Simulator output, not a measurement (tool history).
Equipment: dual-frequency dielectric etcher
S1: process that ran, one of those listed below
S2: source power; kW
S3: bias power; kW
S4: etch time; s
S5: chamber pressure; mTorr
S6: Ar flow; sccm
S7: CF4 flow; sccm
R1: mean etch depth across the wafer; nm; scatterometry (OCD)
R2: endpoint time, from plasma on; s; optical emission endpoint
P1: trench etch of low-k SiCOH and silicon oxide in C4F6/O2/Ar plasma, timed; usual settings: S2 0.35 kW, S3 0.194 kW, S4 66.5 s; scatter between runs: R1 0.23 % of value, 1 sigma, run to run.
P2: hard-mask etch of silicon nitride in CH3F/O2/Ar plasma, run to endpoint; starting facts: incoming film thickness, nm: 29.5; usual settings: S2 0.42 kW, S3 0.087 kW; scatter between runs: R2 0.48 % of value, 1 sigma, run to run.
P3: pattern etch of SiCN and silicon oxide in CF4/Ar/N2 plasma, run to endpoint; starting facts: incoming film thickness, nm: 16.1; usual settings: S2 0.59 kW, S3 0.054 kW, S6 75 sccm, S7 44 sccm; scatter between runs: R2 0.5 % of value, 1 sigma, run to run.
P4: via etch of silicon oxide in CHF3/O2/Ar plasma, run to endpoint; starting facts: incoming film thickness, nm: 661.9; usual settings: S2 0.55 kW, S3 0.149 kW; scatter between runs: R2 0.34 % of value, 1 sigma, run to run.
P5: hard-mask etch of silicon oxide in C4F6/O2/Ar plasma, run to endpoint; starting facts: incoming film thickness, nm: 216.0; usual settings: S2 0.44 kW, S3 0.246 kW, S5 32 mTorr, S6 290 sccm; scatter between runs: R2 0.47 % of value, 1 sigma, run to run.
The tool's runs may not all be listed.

run 1 hour=9.1 | S1=P1 S2=0.35 S3=0.194 S4=66.5 | R1=206.16
run 2 hour=15.1 | S1=P5 S2=0.44 S3=0.246 S5=41.5 S6=290 | R2=61.411
run 3 hour=22.3 | S1=P3 S2=0.59 S3=0.054 S6=93 S7=44 | R2=17.961
run 4 hour=30.1 | S1=P1 S2=0.35 S3=0.242 S4=66.5 | R1=221.02
run 5 hour=35.8 | S1=P5 S2=0.44 S3=0.339 S5=32 S6=290 | R2=53.398
run 6 hour=43.5 | S1=P4 S2=0.55 S3=0.149 | R2=364.53
run 7 hour=51.8 | S1=P1 S2=0.35 S3=0.194 S4=66.5 | R1=206.36
run 8 hour=59.3 | S1=P1 S2=0.35 S3=0.194 S4=66.5 | R1=206.26
run 9 hour=63.5 | S1=P2 S2=0.3 S3=0.087 | R2=44.625
run 10 hour=70.7 | S1=P2 S2=0.42 S3=0.118 | R2=35.23
run 11 hour=78.1 | S1=P1 S2=0.35 S3=0.194 S4=81.5 | R1=252.1
run 12 hour=85.5 | S1=P3 S2=0.59 S3=0.054 S6=75 S7=58 | R2=16.447
run 13 hour=92.9 | S1=P3 S2=0.59 S3=0.054 S6=75 S7=44 | R2=17.446
run 14 hour=102.1 | S1=P1 S2=0.24 S3=0.194 S4=66.5 | R1=178.07
run 15 hour=107.4 | S1=P1 S2=0.35 S3=0.194 S4=66.5 | R1=206.16
run 16 hour=112.9 | S1=P1 S2=0.35 S3=0.194 S4=46.5 | R1=143.94
run 17 hour=117.1 | S1=P5 S2=0.62 S3=0.246 S5=32 S6=290 | R2=51.785
run 18 hour=121.9 | S1=P3 S2=0.59 S3=0.054 S6=75 S7=44 | R2=17.211
run 19 hour=129.1 | S1=P1 S2=0.35 S3=0.194 S4=66.5 | R1=204.94
run 20 hour=137.4 | S1=P1 S2=0.25 S3=0.194 S4=39.5 | R1=107.66
run 21 hour=141.7 | S1=P1 S2=0.35 S3=0.12 S4=66.5 | R1=177.7
run 22 hour=146.6 | S1=P4 S2=0.39 S3=0.149 | R2=415.77
run 23 hour=156.1 | S1=P1 S2=0.46 S3=0.194 S4=66.5 | R1=228.57
run 24 hour=161.7 | S1=P5 S2=0.44 S3=0.246 S5=32 S6=387 | R2=61.783
run 25 hour=170.9 | S1=P5 S2=0.44 S3=0.246 S5=32 S6=290 | R2=59.027
run 26 hour=180.5 | S1=P3 S2=0.76 S3=0.054 S6=75 S7=44 | R2=13.793
run 27 hour=187.9 | S1=P1 S2=0.24 S3=0.194 S4=79.5 | R1=212.94
run 28 hour=197.2 | S1=P4 S2=0.55 S3=0.088 | R2=431.02
run 29 hour=204 | S1=P3 S2=0.59 S3=0.033 S6=75 S7=44 | R2=20.197
run 30 hour=208.6 | S1=P2 S2=0.42 S3=0.087 | R2=39.501
run 31 hour=216.4 | S1=P1 S2=0.35 S3=0.194 S4=66.5 | R1=206.41
run 32 hour=220.6 | S1=P1 S2=0.35 S3=0.194 S4=66.5 | R1=206.98
run 33 hour=227.6 | S1=P1 S2=0.35 S3=0.194 S4=66.5 | R1=207.37
run 34 hour=235.3 | S1=P1 S2=0.35 S3=0.194 S4=66.5 | R1=207.79
-- hour=236.6 wet clean of the chamber
run 35 hour=242.1 | S1=P1 S2=0.35 S3=0.194 S4=66.5 | R1=208.37
run 36 hour=248 | S1=P1 S2=0.35 S3=0.194 S4=66.5 | R1=208.85
run 37 hour=252.6 | S1=P1 S2=0.35 S3=0.194 S4=66.5 | R1=208.59

Something has made what P1 gives creep away from where it was; the 2 causes below, each at its own stated size, fit the log equally well:
A: bias power that arrives over what is set, % = 4.78
B: source power that arrives over what is set, % = 4.01
The drift started at roughly hour 216.4.
Every other cause this tool's parts could produce, and why it does not fit the log:
chamber walls in a state that raises the etch rate, %: work on it at hour 236.6, done after the drift set in, did not restore what the process gave before

You are offered 4 check runs, listed below with question marks in place of their results; each one averages 3 wafers. Which run separates the listed causes by giving clearly different results for each?
run check 1 hour=257.2 | S1=P3 S2=0.59 S3=0.045 S6=75 S7=57 | R2=?
run check 2 hour=257.2 | S1=P5 S2=0.44 S3=0.336 S5=32 S6=290 | R2=?
run check 3 hour=257.2 | S1=P4 S2=0.41 S3=0.112 | R2=?
run check 4 hour=257.2 | S1=P2 S2=0.42 S3=0.117 | R2=?

Outcome of each check run for each possible cause:
check=check_1 result=R2 if_A=17.253 if_B=16.881
check=check_2 result=R2 if_A=52.506 if_B=52.598
check=check_3 result=R2 if_A=442.33 if_B=442.02
check=check_4 result=R2 if_A=34.711 if_B=34.819
Separation of the two closest causes in each check, using whichever result separates them best: check 1 2.18 %; check 2 0.18 %; check 3 0.07 %; check 4 0.31 %
Only in check 1 would the causes give clearly different results; in the remaining checks their results would be nearly the same.

Check 1 was then run and gave: R2 16.875 s. Which cause is it?

It is B: source power that arrives over what is set, %.

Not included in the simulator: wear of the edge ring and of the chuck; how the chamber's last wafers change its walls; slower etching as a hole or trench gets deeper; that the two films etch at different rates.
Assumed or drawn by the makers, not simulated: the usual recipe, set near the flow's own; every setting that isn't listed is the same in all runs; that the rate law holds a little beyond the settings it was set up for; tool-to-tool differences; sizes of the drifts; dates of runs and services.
